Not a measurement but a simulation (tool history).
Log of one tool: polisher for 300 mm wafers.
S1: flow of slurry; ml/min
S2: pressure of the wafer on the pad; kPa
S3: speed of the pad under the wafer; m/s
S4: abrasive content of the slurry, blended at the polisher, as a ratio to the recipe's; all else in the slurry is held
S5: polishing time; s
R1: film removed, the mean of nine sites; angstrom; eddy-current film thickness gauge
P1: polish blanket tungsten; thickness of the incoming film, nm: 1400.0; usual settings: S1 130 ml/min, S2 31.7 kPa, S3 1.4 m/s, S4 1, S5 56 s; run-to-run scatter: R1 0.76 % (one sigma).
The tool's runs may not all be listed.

run	hour	S1	S2	S3	S4	S5	R1
1	11.7	130	31.7	1.4	1	56	3720.9
2	27.8	130	31.7	1.4	1	56	3730
3	38.8	205	31.7	1.4	1	56	4103.5
4	51.7	130	31.7	1.4	1	56	3811.1
5	64.2	130	31.7	2.18	1	56	5864.6
6	78.9	130	31.7	1.4	1	74	4946.4
# hour 84.5: head pressure recalibrated
7	96.2	130	31.7	1.4	1.45	25	1811.5
8	114.7	130	31.7	1.4	1	56	3746.6
9	128	130	49	1.4	1	56	5723.6
10	136.9	85	31.7	1.4	1	56	3380.3
11	148.9	130	31.7	0.78	1	56	2059.2
# hour 157.7: slurry blender recalibrated
12	160.1	130	31.7	1.4	1	26	1741.8
# hour 163.5: slurry nozzle cleaned
13	171	130	31.7	1.4	0.55	56	3303.2
14	182.2	130	31.7	1.4	1	56	3712.8
15	196.8	130	20	1.4	1	56	2360.7
16	213.4	130	31.7	1.4	1.45	56	4057.2
17	223.6	130	31.7	1.4	1	56	3733
18	238.8	130	31.7	1.4	1	56	3578.6
19	256.1	130	31.7	1.4	1	56	3542.2
20	270.3	130	31.7	1.4	1	56	3420.5
21	278.8	130	31.7	1.4	1	56	3383.1
# hour 288.7: slurry blender recalibrated
22	293.9	130	31.7	1.4	1	56	3410.8
# hour 304.8: slurry tank refilled with fresh slurry and peroxide
# hour 307.9: worn pad replaced by a new one
23	310.2	130	31.7	1.4	1	56	3359.6

Forecast run 24:
24	322.6	130	31.7	1.4	1	56	?

R1: 3354 angstrom

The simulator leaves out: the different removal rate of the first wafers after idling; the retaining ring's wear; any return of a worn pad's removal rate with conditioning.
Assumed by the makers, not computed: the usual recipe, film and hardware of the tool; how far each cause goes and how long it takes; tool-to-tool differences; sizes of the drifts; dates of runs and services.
